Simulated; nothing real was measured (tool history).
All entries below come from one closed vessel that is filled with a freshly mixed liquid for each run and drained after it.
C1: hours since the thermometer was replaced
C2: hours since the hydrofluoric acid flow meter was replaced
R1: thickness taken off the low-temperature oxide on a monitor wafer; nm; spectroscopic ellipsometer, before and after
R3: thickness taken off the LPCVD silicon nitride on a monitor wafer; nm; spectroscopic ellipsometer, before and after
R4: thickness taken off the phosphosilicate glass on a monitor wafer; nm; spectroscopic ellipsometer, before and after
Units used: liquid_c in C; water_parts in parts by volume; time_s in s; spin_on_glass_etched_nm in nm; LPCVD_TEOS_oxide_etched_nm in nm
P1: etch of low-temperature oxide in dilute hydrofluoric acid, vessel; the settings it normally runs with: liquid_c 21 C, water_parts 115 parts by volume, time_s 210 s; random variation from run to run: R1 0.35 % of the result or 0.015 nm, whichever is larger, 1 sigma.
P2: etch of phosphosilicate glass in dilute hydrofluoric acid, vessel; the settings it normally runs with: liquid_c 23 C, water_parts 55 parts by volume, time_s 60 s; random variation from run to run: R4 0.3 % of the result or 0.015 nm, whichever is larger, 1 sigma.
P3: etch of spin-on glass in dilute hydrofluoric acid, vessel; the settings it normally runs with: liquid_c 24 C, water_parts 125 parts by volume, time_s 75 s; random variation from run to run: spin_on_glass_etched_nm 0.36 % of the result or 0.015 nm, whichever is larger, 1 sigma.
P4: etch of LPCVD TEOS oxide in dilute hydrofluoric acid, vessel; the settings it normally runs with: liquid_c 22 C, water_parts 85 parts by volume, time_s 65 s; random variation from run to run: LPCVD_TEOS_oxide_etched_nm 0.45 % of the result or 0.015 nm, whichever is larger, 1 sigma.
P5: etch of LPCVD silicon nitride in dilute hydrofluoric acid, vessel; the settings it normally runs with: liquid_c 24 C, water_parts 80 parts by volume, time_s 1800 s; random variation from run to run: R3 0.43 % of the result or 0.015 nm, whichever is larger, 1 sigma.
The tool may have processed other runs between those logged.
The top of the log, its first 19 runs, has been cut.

{"run": 20, "hour": 59.7, "process": "P1", "liquid_c": 17, "water_parts": 115, "time_s": 210, "C1": 1077.2, "C2": 41.8, "R1": 16.857}
{"run": 21, "hour": 63.3, "process": "P3", "liquid_c": 31.5, "water_parts": 125, "time_s": 75, "C1": 1080.8, "C2": 45.4, "spin_on_glass_etched_nm": 23.401}
{"run": 22, "hour": 66.4, "process": "P1", "liquid_c": 25.5, "water_parts": 115, "time_s": 210, "C1": 1083.9, "C2": 48.5, "R1": 23.728}
{"run": 23, "hour": 68.8, "process": "P4", "liquid_c": 22, "water_parts": 85, "time_s": 65, "C1": 1086.3, "C2": 50.9, "LPCVD_TEOS_oxide_etched_nm": 38.793}
{"run": 24, "hour": 71.0, "process": "P5", "liquid_c": 29, "water_parts": 80, "time_s": 1800, "C1": 1088.5, "C2": 53.1, "R3": 14.045}
{"run": 25, "hour": 73.9, "process": "P4", "liquid_c": 17, "water_parts": 85, "time_s": 65, "C1": 1091.4, "C2": 56, "LPCVD_TEOS_oxide_etched_nm": 31.409}
{"run": 26, "hour": 76.8, "process": "P1", "liquid_c": 21, "water_parts": 115, "time_s": 340, "C1": 1094.3, "C2": 58.9, "R1": 32.028}
{"run": 27, "hour": 79.7, "process": "P5", "liquid_c": 24, "water_parts": 80, "time_s": 1800, "C1": 1097.2, "C2": 61.8, "R3": 10.066}
{"run": 28, "hour": 84.0, "process": "P1", "liquid_c": 17, "water_parts": 65, "time_s": 210, "C1": 1101.5, "C2": 66.1, "R1": 31.508}

Run 29 comes next. What will it give?
{"run": 29, "hour": 88.2, "process": "P1", "liquid_c": 21, "water_parts": 115, "time_s": 210, "C1": 1105.7, "C2": 70.3, "R1": "?"}

{"run 29": {"R1": 20.024}}
